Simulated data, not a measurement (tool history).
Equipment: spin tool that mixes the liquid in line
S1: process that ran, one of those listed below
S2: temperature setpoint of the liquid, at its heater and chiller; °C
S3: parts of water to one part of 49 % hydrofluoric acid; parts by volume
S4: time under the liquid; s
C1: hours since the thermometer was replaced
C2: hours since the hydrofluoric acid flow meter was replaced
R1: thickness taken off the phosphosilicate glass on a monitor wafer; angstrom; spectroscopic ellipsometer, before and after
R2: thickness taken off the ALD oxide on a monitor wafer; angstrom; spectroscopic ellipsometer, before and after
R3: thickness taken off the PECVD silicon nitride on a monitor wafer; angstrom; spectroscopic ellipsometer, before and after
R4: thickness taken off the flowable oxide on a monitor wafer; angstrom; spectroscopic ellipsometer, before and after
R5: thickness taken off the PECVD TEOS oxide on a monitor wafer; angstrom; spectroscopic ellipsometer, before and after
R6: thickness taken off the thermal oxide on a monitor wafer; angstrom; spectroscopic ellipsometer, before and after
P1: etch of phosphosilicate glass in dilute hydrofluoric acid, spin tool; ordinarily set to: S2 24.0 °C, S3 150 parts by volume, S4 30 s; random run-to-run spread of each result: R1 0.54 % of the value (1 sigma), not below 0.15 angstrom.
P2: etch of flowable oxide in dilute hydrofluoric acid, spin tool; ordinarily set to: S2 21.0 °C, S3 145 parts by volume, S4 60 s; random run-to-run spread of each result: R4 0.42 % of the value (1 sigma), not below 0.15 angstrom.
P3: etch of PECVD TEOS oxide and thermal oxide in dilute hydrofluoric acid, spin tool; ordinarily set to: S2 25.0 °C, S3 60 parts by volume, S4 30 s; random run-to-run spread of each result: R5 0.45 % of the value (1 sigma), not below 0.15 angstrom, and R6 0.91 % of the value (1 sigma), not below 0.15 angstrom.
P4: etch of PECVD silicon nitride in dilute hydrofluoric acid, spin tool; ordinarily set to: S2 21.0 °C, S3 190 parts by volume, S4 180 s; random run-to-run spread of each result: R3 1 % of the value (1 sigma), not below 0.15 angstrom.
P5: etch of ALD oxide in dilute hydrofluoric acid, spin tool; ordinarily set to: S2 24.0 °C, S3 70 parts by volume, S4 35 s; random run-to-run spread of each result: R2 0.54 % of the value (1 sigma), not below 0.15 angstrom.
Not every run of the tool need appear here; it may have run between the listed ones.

{"run": 1, "day": 0.383, "S1": "P1", "S2": 24.0, "S3": 150, "S4": 30, "C1": 122.5, "C2": 139.5, "R1": 173.38}
{"run": 2, "day": 0.929, "S1": "P5", "S2": 24.0, "S3": 70, "S4": 60, "C1": 135.6, "C2": 152.6, "R2": 255.25}
{"run": 3, "day": 1.425, "S1": "P1", "S2": 24.0, "S3": 150, "S4": 65, "C1": 147.5, "C2": 164.5, "R1": 376.57}
{"run": 4, "day": 1.971, "S1": "P4", "S2": 21.0, "S3": 315, "S4": 180, "C1": 160.6, "C2": 177.6, "R3": 16.965}
{"run": 5, "day": 2.7, "S1": "P1", "S2": 24.0, "S3": 150, "S4": 30, "C1": 178.1, "C2": 195.1, "R1": 172.66}
{"run": 6, "day": 3.4, "S1": "P2", "S2": 21.0, "S3": 145, "S4": 25, "C1": 194.9, "C2": 211.9, "R4": 44.412}
{"run": 7, "day": 3.992, "S1": "P5", "S2": 24.0, "S3": 40, "S4": 35, "C1": 209.1, "C2": 226.1, "R2": 272.92}
{"run": 8, "day": 4.354, "S1": "P4", "S2": 28.5, "S3": 190, "S4": 180, "C1": 217.8, "C2": 234.8, "R3": 42.53}
{"run": 9, "day": 4.917, "S1": "P1", "S2": 24.0, "S3": 60, "S4": 30, "C1": 231.3, "C2": 248.3, "R1": 481.5}
{"run": 10, "day": 5.346, "S1": "P3", "S2": 25.0, "S3": 85, "S4": 30, "C1": 241.6, "C2": 258.6, "R5": 63.829, "R6": 16.907}
{"run": 11, "day": 6.0, "S1": "P1", "S2": 24.0, "S3": 150, "S4": 30, "C1": 257.3, "C2": 274.3, "R1": 172.38}
{"run": 12, "day": 6.475, "S1": "P3", "S2": 30.5, "S3": 60, "S4": 30, "C1": 268.7, "C2": 285.7, "R5": 115.42, "R6": 30.713}
{"run": 13, "day": 7.117, "S1": "P3", "S2": 25.0, "S3": 60, "S4": 15, "C1": 284.1, "C2": 301.1, "R5": 46.682, "R6": 12.375}
{"run": 14, "day": 7.454, "S1": "P1", "S2": 24.0, "S3": 150, "S4": 30, "C1": 292.2, "C2": 309.2, "R1": 173.47}
{"run": 15, "day": 7.804, "S1": "P2", "S2": 17.0, "S3": 145, "S4": 60, "C1": 300.6, "C2": 317.6, "R4": 89.962}
{"run": 16, "day": 8.412, "S1": "P4", "S2": 21.0, "S3": 190, "S4": 180, "C1": 315.2, "C2": 332.2, "R3": 26.425}
{"run": 17, "day": 9.112, "S1": "P1", "S2": 24.0, "S3": 150, "S4": 15, "C1": 332.0, "C2": 349.0, "R1": 86.983}
{"run": 18, "day": 9.462, "S1": "P1", "S2": 19.0, "S3": 150, "S4": 30, "C1": 340.4, "C2": 357.4, "R1": 142.31}
{"run": 19, "day": 10.012, "S1": "P2", "S2": 21.0, "S3": 245, "S4": 60, "C1": 353.6, "C2": 370.6, "R4": 56.511}
{"run": 20, "day": 10.438, "S1": "P3", "S2": 25.0, "S3": 60, "S4": 30, "C1": 363.8, "C2": 380.8, "R5": 93.256, "R6": 25.032}
{"run": 21, "day": 10.846, "S1": "P1", "S2": 28.5, "S3": 150, "S4": 45, "C1": 373.6, "C2": 390.6, "R1": 307.58}
{"run": 22, "day": 11.238, "S1": "P1", "S2": 18.5, "S3": 150, "S4": 15, "C1": 383.0, "C2": 400.0, "R1": 69.866}
{"run": 23, "day": 11.988, "S1": "P5", "S2": 31.5, "S3": 70, "S4": 35, "C1": 401.0, "C2": 418.0, "R2": 201.02}
{"run": 24, "day": 12.508, "S1": "P1", "S2": 24.0, "S3": 150, "S4": 30, "C1": 413.5, "C2": 430.5, "R1": 172.2}
{"run": 25, "day": 13.054, "S1": "P2", "S2": 21.0, "S3": 145, "S4": 60, "C1": 426.6, "C2": 443.6, "R4": 106.12}
{"run": 26, "day": 13.671, "S1": "P5", "S2": 24.0, "S3": 70, "S4": 35, "C1": 441.4, "C2": 458.4, "R2": 148.21}
{"run": 27, "day": 14.029, "S1": "P1", "S2": 28.5, "S3": 150, "S4": 30, "C1": 450.0, "C2": 467.0, "R1": 204.66}
{"run": 28, "day": 14.508, "S1": "P1", "S2": 24.0, "S3": 150, "S4": 30, "C1": 461.5, "C2": 478.5, "R1": 172.36}
{"run": 29, "day": 15.004, "S1": "P1", "S2": 24.0, "S3": 235, "S4": 30, "C1": 473.4, "C2": 490.4, "R1": 100.87}
{"run": 30, "day": 15.45, "S1": "P4", "S2": 21.0, "S3": 190, "S4": 15, "C1": 484.1, "C2": 501.1, "R3": 2.49}
{"run": 31, "day": 15.954, "S1": "P1", "S2": 24.0, "S3": 270, "S4": 50, "C1": 496.2, "C2": 513.2, "R1": 140.27}
{"run": 32, "day": 16.379, "S1": "P1", "S2": 24.0, "S3": 150, "S4": 30, "C1": 506.4, "C2": 523.4, "R1": 172.91}
{"run": 33, "day": 16.958, "S1": "P1", "S2": 24.0, "S3": 150, "S4": 30, "C1": 520.3, "C2": 537.3, "R1": 167.5}
{"run": 34, "day": 17.342, "S1": "P1", "S2": 24.0, "S3": 150, "S4": 30, "C1": 529.5, "C2": 546.5, "R1": 164.61}
{"run": 35, "day": 17.812, "S1": "P1", "S2": 24.0, "S3": 150, "S4": 30, "C1": 540.8, "C2": 557.8, "R1": 163.26}
{"run": 36, "day": 18.225, "S1": "P1", "S2": 24.0, "S3": 150, "S4": 30, "C1": 550.7, "C2": 567.7, "R1": 162.65}
{"run": 37, "day": 18.6, "S1": "P1", "S2": 24.0, "S3": 150, "S4": 30, "C1": 559.7, "C2": 576.7, "R1": 162.08}
{"run": 38, "day": 19.004, "S1": "P1", "S2": 24.0, "S3": 150, "S4": 30, "C1": 569.4, "C2": 586.4, "R1": 161.56}
{"run": 39, "day": 19.692, "S1": "P1", "S2": 24.0, "S3": 150, "S4": 30, "C1": 585.9, "C2": 602.9, "R1": 160.82}

The log shows P1 creeping away from where it was. Any of the 2 causes listed here, at the size stated for it, fits the log just as well as the others:
A: liquid colder than its thermometer reads (K) = 1.71
B: hydrofluoric acid flow below the setpoint (%) = 5.43
The gradual shift began around day 16.379.

Which of the check runs below tells the causes apart, meaning the causes would give it clearly different results? Each run uses 3 wafers whose results are averaged, and each result is shown as a question mark.
{"run": "check 1", "day": 20.379, "S1": "P4", "S2": 27.0, "S3": 250, "S4": 180, "R3": "?"}
{"run": "check 2", "day": 20.379, "S1": "P2", "S2": 17.0, "S3": 145, "S4": 30, "R4": "?"}
{"run": "check 3", "day": 20.379, "S1": "P5", "S2": 31.5, "S3": 70, "S4": 35, "R2": "?"}
{"run": "check 4", "day": 20.379, "S1": "P3", "S2": 30.0, "S3": 75, "S4": 30, "R5": "?", "R6": "?"}

If the cause were each of the candidates in turn, the checks would give the following:
check=check_1 result=R3 if_A=26.827 if_B=28.138
check=check_2 result=R4 if_A=42.063 if_B=42.355
check=check_3 result=R2 if_A=187.01 if_B=187.67
check=check_4 result=R5 if_A=83.213 if_B=83.533
check=check_4 result=R6 if_A=22.166 if_B=22.251
Minimum pairwise separation of causes per check, each pair taken at its best-separating result: check 1 4.77 %; check 2 0.69 %; check 3 0.35 %; check 4 0.38 %
Check 1 is the one run that separates the causes; every other check would come out nearly the same whichever cause is at work.

Check 1 was then run and gave: R3 28.457 angstrom. Which cause is it?

B is the cause: hydrofluoric acid flow below the setpoint (%).

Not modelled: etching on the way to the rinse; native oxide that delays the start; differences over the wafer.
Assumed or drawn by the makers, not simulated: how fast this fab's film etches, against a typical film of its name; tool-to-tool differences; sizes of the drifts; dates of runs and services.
